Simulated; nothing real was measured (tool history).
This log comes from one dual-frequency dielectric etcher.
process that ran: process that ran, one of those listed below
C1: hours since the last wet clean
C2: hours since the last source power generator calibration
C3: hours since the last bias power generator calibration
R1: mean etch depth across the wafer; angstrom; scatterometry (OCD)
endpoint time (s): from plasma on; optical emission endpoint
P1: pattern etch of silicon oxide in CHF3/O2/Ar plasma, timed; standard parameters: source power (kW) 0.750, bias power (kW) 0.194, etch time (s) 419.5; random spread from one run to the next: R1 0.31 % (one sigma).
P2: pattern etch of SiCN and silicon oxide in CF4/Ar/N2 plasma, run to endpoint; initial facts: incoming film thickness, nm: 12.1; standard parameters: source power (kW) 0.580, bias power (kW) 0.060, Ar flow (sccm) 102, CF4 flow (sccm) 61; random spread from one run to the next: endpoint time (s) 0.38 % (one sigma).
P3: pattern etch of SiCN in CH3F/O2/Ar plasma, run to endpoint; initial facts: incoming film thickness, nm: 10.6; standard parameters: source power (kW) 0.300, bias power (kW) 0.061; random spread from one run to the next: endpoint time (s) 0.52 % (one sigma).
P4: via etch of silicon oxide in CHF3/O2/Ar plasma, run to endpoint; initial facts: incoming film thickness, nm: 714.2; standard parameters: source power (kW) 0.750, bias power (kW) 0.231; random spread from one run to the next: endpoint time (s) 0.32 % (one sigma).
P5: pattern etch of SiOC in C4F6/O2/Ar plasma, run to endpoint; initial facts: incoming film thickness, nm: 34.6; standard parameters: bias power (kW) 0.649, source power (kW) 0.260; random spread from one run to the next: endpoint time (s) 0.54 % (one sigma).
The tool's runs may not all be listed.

{"run": 1, "hour": 8.2, "process that ran": "P1", "source power (kW)": 0.75, "bias power (kW)": 0.194, "etch time (s)": 419.5, "C1": 361.5, "C2": 1296.4, "C3": 1677.7, "R1": 9454.9}
{"run": 2, "hour": 18.9, "process that ran": "P4", "source power (kW)": 0.75, "bias power (kW)": 0.328, "C1": 372.2, "C2": 1307.1, "C3": 1688.4, "endpoint time (s)": 271.49}
{"run": 3, "hour": 27.2, "process that ran": "P3", "source power (kW)": 0.3, "bias power (kW)": 0.039, "C1": 380.5, "C2": 1315.4, "C3": 1696.7, "endpoint time (s)": 37.67}
{"run": 4, "hour": 37.2, "process that ran": "P1", "source power (kW)": 0.75, "bias power (kW)": 0.194, "etch time (s)": 626.5, "C1": 390.5, "C2": 1325.4, "C3": 1706.7, "R1": 14047.0}
{"hour": 43.4, "done": "bias power generator calibrated"}
{"run": 5, "hour": 46.4, "process that ran": "P1", "source power (kW)": 0.75, "bias power (kW)": 0.239, "etch time (s)": 419.5, "C1": 399.7, "C2": 1334.6, "C3": 3.1, "R1": 10067.0}
{"run": 6, "hour": 53.3, "process that ran": "P2", "source power (kW)": 0.58, "bias power (kW)": 0.06, "Ar flow (sccm)": 81, "CF4 flow (sccm)": 61, "C1": 406.6, "C2": 1341.5, "C3": 10.0, "endpoint time (s)": 11.861}
{"run": 7, "hour": 63.0, "process that ran": "P1", "source power (kW)": 0.75, "bias power (kW)": 0.194, "etch time (s)": 419.5, "C1": 416.3, "C2": 1351.2, "C3": 19.7, "R1": 9444.4}
{"run": 8, "hour": 69.6, "process that ran": "P1", "source power (kW)": 0.75, "bias power (kW)": 0.194, "etch time (s)": 230.5, "C1": 422.9, "C2": 1357.8, "C3": 26.3, "R1": 5153.9}
{"run": 9, "hour": 79.2, "process that ran": "P1", "source power (kW)": 0.99, "bias power (kW)": 0.194, "etch time (s)": 419.5, "C1": 432.5, "C2": 1367.4, "C3": 35.9, "R1": 10406.0}
{"run": 10, "hour": 86.7, "process that ran": "P2", "source power (kW)": 0.58, "bias power (kW)": 0.06, "Ar flow (sccm)": 102, "CF4 flow (sccm)": 86, "C1": 440.0, "C2": 1374.9, "C3": 43.4, "endpoint time (s)": 11.526}
{"run": 11, "hour": 93.0, "process that ran": "P2", "source power (kW)": 0.58, "bias power (kW)": 0.06, "Ar flow (sccm)": 102, "CF4 flow (sccm)": 61, "C1": 446.3, "C2": 1381.2, "C3": 49.7, "endpoint time (s)": 12.217}
{"run": 12, "hour": 101.2, "process that ran": "P4", "source power (kW)": 0.75, "bias power (kW)": 0.231, "C1": 454.5, "C2": 1389.4, "C3": 57.9, "endpoint time (s)": 308.73}
{"run": 13, "hour": 107.3, "process that ran": "P2", "source power (kW)": 0.58, "bias power (kW)": 0.06, "Ar flow (sccm)": 102, "CF4 flow (sccm)": 61, "C1": 460.6, "C2": 1395.5, "C3": 64.0, "endpoint time (s)": 12.255}
{"run": 14, "hour": 113.4, "process that ran": "P1", "source power (kW)": 0.6, "bias power (kW)": 0.134, "etch time (s)": 419.5, "C1": 466.7, "C2": 1401.6, "C3": 70.1, "R1": 7646.6}
{"run": 15, "hour": 118.2, "process that ran": "P1", "source power (kW)": 0.75, "bias power (kW)": 0.194, "etch time (s)": 419.5, "C1": 471.5, "C2": 1406.4, "C3": 74.9, "R1": 9390.2}
{"run": 16, "hour": 125.8, "process that ran": "P2", "source power (kW)": 0.81, "bias power (kW)": 0.06, "Ar flow (sccm)": 102, "CF4 flow (sccm)": 61, "C1": 479.1, "C2": 1414.0, "C3": 82.5, "endpoint time (s)": 9.1239}
{"run": 17, "hour": 131.5, "process that ran": "P1", "source power (kW)": 0.54, "bias power (kW)": 0.194, "etch time (s)": 419.5, "C1": 484.8, "C2": 1419.7, "C3": 88.2, "R1": 8296.6}
{"run": 18, "hour": 140.0, "process that ran": "P5", "source power (kW)": 0.26, "bias power (kW)": 0.649, "C1": 493.3, "C2": 1428.2, "C3": 96.7, "endpoint time (s)": 12.55}
{"hour": 146.7, "done": "wet clean of the chamber"}
{"run": 19, "hour": 150.3, "process that ran": "P3", "source power (kW)": 0.3, "bias power (kW)": 0.061, "C1": 3.6, "C2": 1438.5, "C3": 107.0, "endpoint time (s)": 32.22}
{"run": 20, "hour": 156.7, "process that ran": "P1", "source power (kW)": 0.75, "bias power (kW)": 0.194, "etch time (s)": 419.5, "C1": 10.0, "C2": 1444.9, "C3": 113.4, "R1": 9416.5}
{"run": 21, "hour": 166.9, "process that ran": "P5", "source power (kW)": 0.33, "bias power (kW)": 0.649, "C1": 20.2, "C2": 1455.1, "C3": 123.6, "endpoint time (s)": 11.446}
{"run": 22, "hour": 173.8, "process that ran": "P1", "source power (kW)": 0.75, "bias power (kW)": 0.194, "etch time (s)": 419.5, "C1": 27.1, "C2": 1462.0, "C3": 130.5, "R1": 9420.1}
{"run": 23, "hour": 179.9, "process that ran": "P3", "source power (kW)": 0.3, "bias power (kW)": 0.061, "C1": 33.2, "C2": 1468.1, "C3": 136.6, "endpoint time (s)": 32.795}
{"run": 24, "hour": 188.3, "process that ran": "P3", "source power (kW)": 0.42, "bias power (kW)": 0.061, "C1": 41.6, "C2": 1476.5, "C3": 145.0, "endpoint time (s)": 28.875}
{"run": 25, "hour": 194.1, "process that ran": "P1", "source power (kW)": 0.75, "bias power (kW)": 0.194, "etch time (s)": 419.5, "C1": 47.4, "C2": 1482.3, "C3": 150.8, "R1": 9365.3}
{"run": 26, "hour": 203.6, "process that ran": "P2", "source power (kW)": 0.58, "bias power (kW)": 0.085, "Ar flow (sccm)": 102, "CF4 flow (sccm)": 61, "C1": 56.9, "C2": 1491.8, "C3": 160.3, "endpoint time (s)": 10.84}
{"run": 27, "hour": 208.3, "process that ran": "P1", "source power (kW)": 0.75, "bias power (kW)": 0.139, "etch time (s)": 419.5, "C1": 61.6, "C2": 1496.5, "C3": 165.0, "R1": 8470.2}
{"run": 28, "hour": 214.2, "process that ran": "P4", "source power (kW)": 0.47, "bias power (kW)": 0.231, "C1": 67.5, "C2": 1502.4, "C3": 170.9, "endpoint time (s)": 368.49}
{"run": 29, "hour": 219.5, "process that ran": "P1", "source power (kW)": 0.97, "bias power (kW)": 0.194, "etch time (s)": 619.0, "C1": 72.8, "C2": 1507.7, "C3": 176.2, "R1": 15351.0}
{"run": 30, "hour": 228.9, "process that ran": "P5", "source power (kW)": 0.26, "bias power (kW)": 0.916, "C1": 82.2, "C2": 1517.1, "C3": 185.6, "endpoint time (s)": 10.935}
{"run": 31, "hour": 238.1, "process that ran": "P1", "source power (kW)": 0.75, "bias power (kW)": 0.194, "etch time (s)": 419.5, "C1": 91.4, "C2": 1526.3, "C3": 194.8, "R1": 9451.2}
{"run": 32, "hour": 243.3, "process that ran": "P1", "source power (kW)": 0.75, "bias power (kW)": 0.194, "etch time (s)": 419.5, "C1": 96.6, "C2": 1531.5, "C3": 200.0, "R1": 9343.0}
{"run": 33, "hour": 251.9, "process that ran": "P1", "source power (kW)": 0.75, "bias power (kW)": 0.194, "etch time (s)": 419.5, "C1": 105.2, "C2": 1540.1, "C3": 208.6, "R1": 9306.0}
{"run": 34, "hour": 257.6, "process that ran": "P1", "source power (kW)": 0.75, "bias power (kW)": 0.194, "etch time (s)": 419.5, "C1": 110.9, "C2": 1545.8, "C3": 214.3, "R1": 9288.3}
{"run": 35, "hour": 265.3, "process that ran": "P1", "source power (kW)": 0.75, "bias power (kW)": 0.194, "etch time (s)": 419.5, "C1": 118.6, "C2": 1553.5, "C3": 222.0, "R1": 9304.5}
{"run": 36, "hour": 274.8, "process that ran": "P1", "source power (kW)": 0.75, "bias power (kW)": 0.194, "etch time (s)": 419.5, "C1": 128.1, "C2": 1563.0, "C3": 231.5, "R1": 9303.2}
{"run": 37, "hour": 284.5, "process that ran": "P1", "source power (kW)": 0.75, "bias power (kW)": 0.194, "etch time (s)": 419.5, "C1": 137.8, "C2": 1572.7, "C3": 241.2, "R1": 9266.6}
{"hour": 292.6, "done": "wet clean of the chamber"}
{"run": 38, "hour": 295.1, "process that ran": "P1", "source power (kW)": 0.75, "bias power (kW)": 0.194, "etch time (s)": 419.5, "C1": 2.5, "C2": 1583.3, "C3": 251.8, "R1": 9258.0}
{"run": 39, "hour": 303.8, "process that ran": "P1", "source power (kW)": 0.75, "bias power (kW)": 0.194, "etch time (s)": 419.5, "C1": 11.2, "C2": 1592.0, "C3": 260.5, "R1": 9215.6}
{"run": 40, "hour": 311.9, "process that ran": "P1", "source power (kW)": 0.75, "bias power (kW)": 0.194, "etch time (s)": 419.5, "C1": 19.3, "C2": 1600.1, "C3": 268.6, "R1": 9245.3}
{"run": 41, "hour": 317.8, "process that ran": "P1", "source power (kW)": 0.75, "bias power (kW)": 0.194, "etch time (s)": 419.5, "C1": 25.2, "C2": 1606.0, "C3": 274.5, "R1": 9273.1}
{"run": 42, "hour": 325.2, "process that ran": "P1", "source power (kW)": 0.75, "bias power (kW)": 0.194, "etch time (s)": 419.5, "C1": 32.6, "C2": 1613.4, "C3": 281.9, "R1": 9288.3}

What P1 gives has crept away from where it was. These 2 causes fit the log equally well, each at the size given:
A: bias power that arrives under what is set, % = 4.56
B: source power that arrives under what is set, % = 4
At approximately hour 238.1, the process output began to creep.
What rules out each remaining cause:
chamber walls in a state that lowers the etch rate, %: work on it at hour 292.6, done after the drift set in, did not restore what the process gave before

Each of the check runs listed below is run on 2 wafers and reports their average, with the results left as question marks. Pick the one under which the possible causes would lead to clearly different results.
{"run": "check 1", "hour": 332.6, "process that ran": "P4", "source power (kW)": 0.48, "bias power (kW)": 0.305, "endpoint time (s)": "?"}
{"run": "check 2", "hour": 332.6, "process that ran": "P2", "source power (kW)": 0.8, "bias power (kW)": 0.06, "Ar flow (sccm)": 102, "CF4 flow (sccm)": 61, "endpoint time (s)": "?"}
{"run": "check 3", "hour": 332.6, "process that ran": "P5", "source power (kW)": 0.32, "bias power (kW)": 0.906, "endpoint time (s)": "?"}
{"run": "check 4", "hour": 332.6, "process that ran": "P3", "source power (kW)": 0.37, "bias power (kW)": 0.049, "endpoint time (s)": "?"}

Check results expected under each cause:
check=check_1 result=endpoint_time_(s) if_A=335.1200 if_B=334.3600
check=check_2 result=endpoint_time_(s) if_A=9.3113 if_B=9.5148
check=check_3 result=endpoint_time_(s) if_A=10.3250 if_B=10.2810
check=check_4 result=endpoint_time_(s) if_A=32.7760 if_B=32.7980
How far apart the two closest causes lie, in the result that separates them most: check 1 0.23 %; check 2 2.16 %; check 3 0.42 %; check 4 0.07 %
The causes can be told apart only by check 2. The other checks would give nearly the same results under each of them.

Check 2 was then run and gave: endpoint time (s) 9.5067. Which cause is it?

The correct cause is B, namely: source power that arrives under what is set, %.
